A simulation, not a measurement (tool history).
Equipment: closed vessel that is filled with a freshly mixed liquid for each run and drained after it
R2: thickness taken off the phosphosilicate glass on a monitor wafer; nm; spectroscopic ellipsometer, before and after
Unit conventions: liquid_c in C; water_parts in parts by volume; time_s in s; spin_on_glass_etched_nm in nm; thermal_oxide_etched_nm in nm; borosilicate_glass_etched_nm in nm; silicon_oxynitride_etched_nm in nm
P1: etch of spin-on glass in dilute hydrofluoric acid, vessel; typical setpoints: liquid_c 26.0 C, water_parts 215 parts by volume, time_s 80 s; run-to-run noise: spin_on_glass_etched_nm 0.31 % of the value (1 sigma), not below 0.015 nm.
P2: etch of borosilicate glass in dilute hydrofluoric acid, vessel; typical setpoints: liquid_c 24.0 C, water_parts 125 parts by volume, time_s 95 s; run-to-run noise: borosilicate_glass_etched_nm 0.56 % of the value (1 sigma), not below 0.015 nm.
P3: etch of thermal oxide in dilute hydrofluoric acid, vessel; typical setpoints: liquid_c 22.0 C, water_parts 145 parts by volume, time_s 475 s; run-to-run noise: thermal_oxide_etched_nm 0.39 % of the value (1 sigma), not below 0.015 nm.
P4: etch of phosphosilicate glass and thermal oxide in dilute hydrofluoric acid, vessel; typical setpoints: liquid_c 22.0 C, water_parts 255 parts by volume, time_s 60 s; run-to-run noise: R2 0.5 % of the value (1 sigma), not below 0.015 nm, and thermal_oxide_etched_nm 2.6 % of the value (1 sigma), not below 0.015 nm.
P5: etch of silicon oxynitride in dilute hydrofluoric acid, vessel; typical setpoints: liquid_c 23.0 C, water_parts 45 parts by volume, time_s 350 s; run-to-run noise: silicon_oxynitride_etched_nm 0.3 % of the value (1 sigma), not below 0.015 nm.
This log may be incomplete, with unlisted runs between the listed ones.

Run 1, hour 7.8: process P1, liquid_c 26.0 C, water_parts 215 parts by volume, time_s 80 s. Result: spin_on_glass_etched_nm 21.8310 nm.
Run 2, hour 14.1: process P4, liquid_c 22.0 C, water_parts 355 parts by volume, time_s 60 s. Result: R2 22.134 nm, thermal_oxide_etched_nm 0.59995 nm.
Run 3, hour 19.9: process P1, liquid_c 20.5 C, water_parts 215 parts by volume, time_s 30 s. Result: spin_on_glass_etched_nm 6.6663 nm.
Run 4, hour 30.2: process P2, liquid_c 24.0 C, water_parts 125 parts by volume, time_s 165 s. Result: borosilicate_glass_etched_nm 39.717 nm.
Run 5, hour 37.9: process P3, liquid_c 22.0 C, water_parts 145 parts by volume, time_s 475 s. Result: thermal_oxide_etched_nm 13.33400 nm.
Run 6, hour 43.9: process P1, liquid_c 26.0 C, water_parts 215 parts by volume, time_s 80 s. Result: spin_on_glass_etched_nm 21.7420 nm.
Run 7, hour 54.9: process P4, liquid_c 22.0 C, water_parts 255 parts by volume, time_s 60 s. Result: R2 33.847 nm, thermal_oxide_etched_nm 0.89517 nm.
Run 8, hour 62.7: process P1, liquid_c 26.0 C, water_parts 215 parts by volume, time_s 80 s. Result: spin_on_glass_etched_nm 21.8210 nm.
Run 9, hour 69.7: process P3, liquid_c 22.0 C, water_parts 50 parts by volume, time_s 475 s. Result: thermal_oxide_etched_nm 43.92100 nm.
Run 10, hour 75.8: process P4, liquid_c 28.0 C, water_parts 255 parts by volume, time_s 60 s. Result: R2 41.990 nm, thermal_oxide_etched_nm 1.09150 nm.
Run 11, hour 86.3: process P4, liquid_c 22.0 C, water_parts 255 parts by volume, time_s 30 s. Result: R2 16.882 nm, thermal_oxide_etched_nm 0.45461 nm.
Run 12, hour 97.7: process P1, liquid_c 21.0 C, water_parts 215 parts by volume, time_s 80 s. Result: spin_on_glass_etched_nm 18.0900 nm.
Run 13, hour 103.4: process P1, liquid_c 26.0 C, water_parts 215 parts by volume, time_s 80 s. Result: spin_on_glass_etched_nm 21.7100 nm.
Run 14, hour 114.5: process P2, liquid_c 24.0 C, water_parts 125 parts by volume, time_s 95 s. Result: borosilicate_glass_etched_nm 23.141 nm.
Run 15, hour 123.0: process P3, liquid_c 22.0 C, water_parts 145 parts by volume, time_s 475 s. Result: thermal_oxide_etched_nm 13.43900 nm.
Run 16, hour 131.0: process P5, liquid_c 23.0 C, water_parts 45 parts by volume, time_s 350 s. Result: silicon_oxynitride_etched_nm 34.577 nm.
Run 17, hour 142.1: process P5, liquid_c 28.0 C, water_parts 45 parts by volume, time_s 350 s. Result: silicon_oxynitride_etched_nm 43.974 nm.
Run 18, hour 153.0: process P1, liquid_c 26.0 C, water_parts 215 parts by volume, time_s 80 s. Result: spin_on_glass_etched_nm 21.7950 nm.
Run 19, hour 164.9: process P5, liquid_c 23.0 C, water_parts 45 parts by volume, time_s 640 s. Result: silicon_oxynitride_etched_nm 63.327 nm.
Run 20, hour 173.1: process P4, liquid_c 22.0 C, water_parts 255 parts by volume, time_s 60 s. Result: R2 33.860 nm, thermal_oxide_etched_nm 0.84813 nm.
Run 21, hour 183.7: process P1, liquid_c 26.0 C, water_parts 295 parts by volume, time_s 80 s. Result: spin_on_glass_etched_nm 14.5560 nm.
Run 22, hour 194.3: process P2, liquid_c 24.0 C, water_parts 125 parts by volume, time_s 95 s. Result: borosilicate_glass_etched_nm 22.919 nm.
Run 23, hour 201.3: process P3, liquid_c 22.0 C, water_parts 145 parts by volume, time_s 30 s. Result: thermal_oxide_etched_nm 0.86067 nm.
Run 24, hour 213.2: process P1, liquid_c 31.5 C, water_parts 215 parts by volume, time_s 80 s. Result: spin_on_glass_etched_nm 26.4620 nm.
Run 25, hour 219.6: process P1, liquid_c 26.0 C, water_parts 215 parts by volume, time_s 80 s. Result: spin_on_glass_etched_nm 21.7800 nm.
Run 26, hour 227.4: process P1, liquid_c 26.0 C, water_parts 215 parts by volume, time_s 30 s. Result: spin_on_glass_etched_nm 8.1561 nm.
Run 27, hour 238.2: process P1, liquid_c 26.0 C, water_parts 65 parts by volume, time_s 80 s. Result: spin_on_glass_etched_nm 86.5580 nm.
Run 28, hour 244.9: process P1, liquid_c 26.0 C, water_parts 215 parts by volume, time_s 145 s. Result: spin_on_glass_etched_nm 39.5830 nm.
Run 29, hour 252.8: process P2, liquid_c 32.5 C, water_parts 125 parts by volume, time_s 95 s. Result: borosilicate_glass_etched_nm 31.700 nm.
Run 30, hour 261.4: process P5, liquid_c 23.0 C, water_parts 20 parts by volume, time_s 350 s. Result: silicon_oxynitride_etched_nm 78.394 nm.
Run 31, hour 273.1: process P1, liquid_c 26.0 C, water_parts 215 parts by volume, time_s 80 s. Result: spin_on_glass_etched_nm 21.6880 nm.
Run 32, hour 281.2: process P3, liquid_c 30.0 C, water_parts 145 parts by volume, time_s 475 s. Result: thermal_oxide_etched_nm 18.18300 nm.
Run 33, hour 291.4: process P2, liquid_c 24.0 C, water_parts 75 parts by volume, time_s 95 s. Result: borosilicate_glass_etched_nm 40.648 nm.
Run 34, hour 297.3: process P1, liquid_c 26.0 C, water_parts 215 parts by volume, time_s 80 s. Result: spin_on_glass_etched_nm 21.6580 nm.
Run 35, hour 302.5: process P1, liquid_c 26.0 C, water_parts 215 parts by volume, time_s 80 s. Result: spin_on_glass_etched_nm 21.5580 nm.
Run 36, hour 314.3: process P1, liquid_c 26.0 C, water_parts 215 parts by volume, time_s 80 s. Result: spin_on_glass_etched_nm 21.0660 nm.
Run 37, hour 321.8: process P1, liquid_c 26.0 C, water_parts 215 parts by volume, time_s 80 s. Result: spin_on_glass_etched_nm 20.9780 nm.
Run 38, hour 332.9: process P1, liquid_c 26.0 C, water_parts 215 parts by volume, time_s 80 s. Result: spin_on_glass_etched_nm 20.8730 nm.
Run 39, hour 338.2: process P1, liquid_c 26.0 C, water_parts 215 parts by volume, time_s 80 s. Result: spin_on_glass_etched_nm 20.7950 nm.
Run 40, hour 350.1: process P1, liquid_c 26.0 C, water_parts 215 parts by volume, time_s 80 s. Result: spin_on_glass_etched_nm 20.6210 nm.
Run 41, hour 361.8: process P1, liquid_c 26.0 C, water_parts 215 parts by volume, time_s 80 s. Result: spin_on_glass_etched_nm 20.6370 nm.
Run 42, hour 367.7: process P1, liquid_c 26.0 C, water_parts 215 parts by volume, time_s 80 s. Result: spin_on_glass_etched_nm 20.6820 nm.
Run 43, hour 378.8: process P1, liquid_c 26.0 C, water_parts 215 parts by volume, time_s 80 s. Result: spin_on_glass_etched_nm 20.7490 nm.

The output of P1 has drifted from where it used to be. Each of the 2 causes below, taken at the size shown beside it, accounts for the log equally well:
A: hydrofluoric acid flow below the setpoint (%) = 4.28
B: liquid colder than its thermometer reads (K) = 1.51
The onset of the drift is placed at about hour 297.3.

Of the 4 check runs listed below, each run on one wafer and each result written as a question mark, which would let you distinguish the listed causes because they would give clearly different results?
Run check 1, hour 389.9: process P3, liquid_c 27.5 C, water_parts 145 parts by volume, time_s 140 s. Result: thermal_oxide_etched_nm ?.
Run check 2, hour 389.9: process P4, liquid_c 25.0 C, water_parts 255 parts by volume, time_s 30 s. Result: R2 ?, thermal_oxide_etched_nm ?.
Run check 3, hour 389.9: process P2, liquid_c 31.5 C, water_parts 125 parts by volume, time_s 140 s. Result: borosilicate_glass_etched_nm ?.
Run check 4, hour 389.9: process P5, liquid_c 23.0 C, water_parts 35 parts by volume, time_s 350 s. Result: silicon_oxynitride_etched_nm ?.

Expected result of each check under each candidate cause:
  check                        result     if A     if B
check 1       thermal_oxide_etched_nm  4.65490  4.63360
check 2                            R2   17.779   17.811
check 2       thermal_oxide_etched_nm  0.46400  0.46481
check 3  borosilicate_glass_etched_nm   42.741   42.594
check 4  silicon_oxynitride_etched_nm   42.897   41.598
Per check, the gap between the least separated pair of causes, taken in the result that splits them most: check 1 0.46 %; check 2 0.18 %; check 3 0.34 %; check 4 3.07 %
The other checks would show nearly matching results whichever cause is true, so check 4 is the only one that separates the causes.

Here is what check 4 returned: silicon_oxynitride_etched_nm 42.904 nm. Which cause is it?

The correct cause is A, namely: hydrofluoric acid flow below the setpoint (%).
